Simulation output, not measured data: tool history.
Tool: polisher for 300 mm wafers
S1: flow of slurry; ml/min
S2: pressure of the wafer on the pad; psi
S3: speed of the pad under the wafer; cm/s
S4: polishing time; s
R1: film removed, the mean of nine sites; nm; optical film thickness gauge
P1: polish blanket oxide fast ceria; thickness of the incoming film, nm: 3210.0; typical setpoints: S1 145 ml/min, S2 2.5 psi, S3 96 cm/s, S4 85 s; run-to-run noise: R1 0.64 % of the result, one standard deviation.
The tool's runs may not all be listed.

Run 1, day 0.325: S1 145 ml/min, S2 2.5 psi, S3 96 cm/s, S4 85 s. Result: R1 934.16 nm.
Run 2, day 0.758: S1 145 ml/min, S2 2.5 psi, S3 96 cm/s, S4 85 s. Result: R1 935.61 nm.
Run 3, day 1.183: S1 145 ml/min, S2 1.5 psi, S3 96 cm/s, S4 85 s. Result: R1 563.14 nm.
Run 4, day 1.646: S1 145 ml/min, S2 2.5 psi, S3 96 cm/s, S4 85 s. Result: R1 939.61 nm.
At day 1.883: head pressure recalibrated.
Run 5, day 2.042: S1 145 ml/min, S2 2.5 psi, S3 96 cm/s, S4 85 s. Result: R1 938.67 nm.
Run 6, day 2.446: S1 145 ml/min, S2 2.5 psi, S3 96 cm/s, S4 113 s. Result: R1 1246.70 nm.
Run 7, day 2.688: S1 215 ml/min, S2 2.5 psi, S3 96 cm/s, S4 85 s. Result: R1 1000.30 nm.
Run 8, day 3.121: S1 85 ml/min, S2 2.5 psi, S3 96 cm/s, S4 85 s. Result: R1 830.84 nm.
Run 9, day 3.471: S1 145 ml/min, S2 2.5 psi, S3 96 cm/s, S4 85 s. Result: R1 928.81 nm.
Run 10, day 3.950: S1 145 ml/min, S2 2.5 psi, S3 96 cm/s, S4 85 s. Result: R1 928.66 nm.
Run 11, day 4.250: S1 145 ml/min, S2 2.5 psi, S3 152 cm/s, S4 85 s. Result: R1 1467.10 nm.
Run 12, day 4.588: S1 145 ml/min, S2 2.5 psi, S3 70 cm/s, S4 85 s. Result: R1 681.81 nm.
Run 13, day 4.908: S1 145 ml/min, S2 2.5 psi, S3 96 cm/s, S4 46 s. Result: R1 505.09 nm.
Run 14, day 5.338: S1 200 ml/min, S2 2.5 psi, S3 126 cm/s, S4 85 s. Result: R1 1291.80 nm.
Run 15, day 5.742: S1 145 ml/min, S2 3.9 psi, S3 96 cm/s, S4 85 s. Result: R1 1455.10 nm.
Run 16, day 6.221: S1 145 ml/min, S2 1.7 psi, S3 68 cm/s, S4 85 s. Result: R1 449.67 nm.
Run 17, day 6.500: S1 145 ml/min, S2 2.5 psi, S3 96 cm/s, S4 85 s. Result: R1 945.77 nm.
Run 18, day 6.708: S1 85 ml/min, S2 2.5 psi, S3 96 cm/s, S4 38 s. Result: R1 370.82 nm.
Run 19, day 7.058: S1 145 ml/min, S2 2.5 psi, S3 96 cm/s, S4 85 s. Result: R1 935.97 nm.
Run 20, day 7.362: S1 145 ml/min, S2 2.5 psi, S3 96 cm/s, S4 85 s. Result: R1 904.99 nm.
Run 21, day 7.683: S1 145 ml/min, S2 2.5 psi, S3 96 cm/s, S4 85 s. Result: R1 885.89 nm.
Run 22, day 8.138: S1 145 ml/min, S2 2.5 psi, S3 96 cm/s, S4 85 s. Result: R1 867.13 nm.
At day 8.400: worn pad replaced by a new one.
Run 23, day 8.471: S1 145 ml/min, S2 2.5 psi, S3 96 cm/s, S4 85 s. Result: R1 875.29 nm.
Run 24, day 8.700: S1 145 ml/min, S2 2.5 psi, S3 96 cm/s, S4 85 s. Result: R1 868.87 nm.
Run 25, day 8.996: S1 145 ml/min, S2 2.5 psi, S3 96 cm/s, S4 85 s. Result: R1 875.09 nm.

P1 no longer gives what it gave before; its output has crept away from where it was. The following 2 causes, each at its listed size, fit the log equally well:
A: head's pressure below its setpoint, % = 7.62
B: slurry flow missing at the pad, % = 31
At approximately day 7.058, the process output began to creep.
Why every other cause is out:
removal rate lost through wear of the pad, %: was serviced at day 8.400, once the creep was under way, yet the earlier output never came back

Below are 4 check runs, each averaged over 3 wafers, with their results shown as question marks. Which of them would give clearly different results depending on which cause is behind the drift?
Run check 1, day 9.292: S1 145 ml/min, S2 3.3 psi, S3 96 cm/s, S4 68 s. Result: R1 ?.
Run check 2, day 9.292: S1 145 ml/min, S2 3.5 psi, S3 150 cm/s, S4 85 s. Result: R1 ?.
Run check 3, day 9.292: S1 105 ml/min, S2 3.9 psi, S3 96 cm/s, S4 85 s. Result: R1 ?.
Run check 4, day 9.292: S1 145 ml/min, S2 1.7 psi, S3 148 cm/s, S4 85 s. Result: R1 ?.

Outcome of each check run for each possible cause:
  check  result     if A     if B
check 1      R1   913.02   913.00
check 2      R1  1891.30  1891.30
check 3      R1  1260.90  1228.30
check 4      R1   906.39   906.37
Minimum pairwise separation of causes per check, each pair taken at its best-separating result: check 1 0 %; check 2 0 %; check 3 2.61 %; check 4 0 %
Check 3 distinguishes between the causes, while the remaining checks would return nearly the same result for all of them.

After running check 3, the following was obtained: R1 1258.80 nm. Which cause does this point to?

It was cause A: head's pressure below its setpoint, %.
